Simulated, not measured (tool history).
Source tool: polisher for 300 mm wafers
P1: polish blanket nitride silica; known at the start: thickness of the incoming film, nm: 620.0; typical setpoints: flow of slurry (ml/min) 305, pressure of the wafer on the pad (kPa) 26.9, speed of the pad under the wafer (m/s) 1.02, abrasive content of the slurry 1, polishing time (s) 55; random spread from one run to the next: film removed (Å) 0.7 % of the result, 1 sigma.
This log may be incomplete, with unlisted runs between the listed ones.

run	day	flow of slurry (ml/min)	pressure of the wafer on the pad (kPa)	speed of the pad under the wafer (m/s)	abrasive content of the slurry	polishing time (s)	wafers polished on this pad	hours since the slurry nozzle was cleaned	hours since the head pressure was calibrated	hours since the slurry blender was calibrated	hours since the conditioning disc was replaced	film removed (Å)
1	0.283	305	26.9	1.02	1	55	474	56	137.9	128.3	71.9	385.77
2	0.642	305	26.9	1.02	0.5	55	565	64.6	146.5	136.9	80.5	265.99
3	0.921	305	26.9	1.02	1	55	635	71.3	153.2	143.6	87.2	389.63
4	1.104	185	26.9	1.02	1	81	681	75.7	157.6	148	91.6	543.79
5	1.292	305	26.9	1.02	1	55	728	80.2	162.1	152.5	96.1	392.76
6	1.679	305	38.6	1.02	1	55	825	89.5	171.4	161.8	105.4	559.73
7	2.088	305	40.7	1.02	1	36	928	99.3	181.2	171.6	115.2	386.73
8	2.467	305	26.9	1.36	0.65	55	1023	108.4	190.3	180.7	124.3	394.52
9	2.675	305	26.9	1.02	1.25	55	1075	113.4	195.3	185.7	129.3	431.39
# day 2.842: slurry nozzle cleaned
10	2.854	305	26.9	0.48	1	55	1120	0.3	199.6	190	133.6	214.1
11	3.192	185	26.9	1.02	1	55	1205	8.4	207.7	198.1	141.7	367.6
12	3.6	430	26.9	1.02	1	55	1308	18.2	217.5	207.9	151.5	400.42
13	3.779	305	26.9	1.02	1	85	1353	22.5	221.8	212.2	155.8	596.25
14	4.179	305	26.9	1.02	1	55	1453	32.1	231.4	221.8	165.4	393.75
15	4.588	305	26.9	1.38	1	55	1556	41.9	241.2	231.6	175.2	500.03
# day 4.704: head pressure recalibrated
16	4.954	305	26.9	1.02	1	30	1648	50.7	6.1	240.4	184	213.24
17	5.146	305	26.9	1.02	1	55	1696	55.3	10.7	245	188.6	393.56
18	5.429	305	26.9	1.02	1	55	1767	62.1	17.5	251.8	195.4	388.8
19	5.796	305	17.9	1.02	1	55	1859	70.9	26.3	260.6	204.2	260.97
20	6.204	305	26.9	1.02	1	55	1962	80.7	36.1	270.4	214	393.72
21	6.446	305	26.9	1.02	1	55	2023	86.5	41.9	276.2	219.8	374.6
22	6.638	305	26.9	1.02	1	55	2071	91.1	46.5	280.8	224.4	363.5

Run 23 is up next; what results do you expect?
23	6.825	305	26.9	1.02	1	55	2118	95.6	51	285.3	228.9	?

{"run 23": {"film removed (Å)": 358.61}}
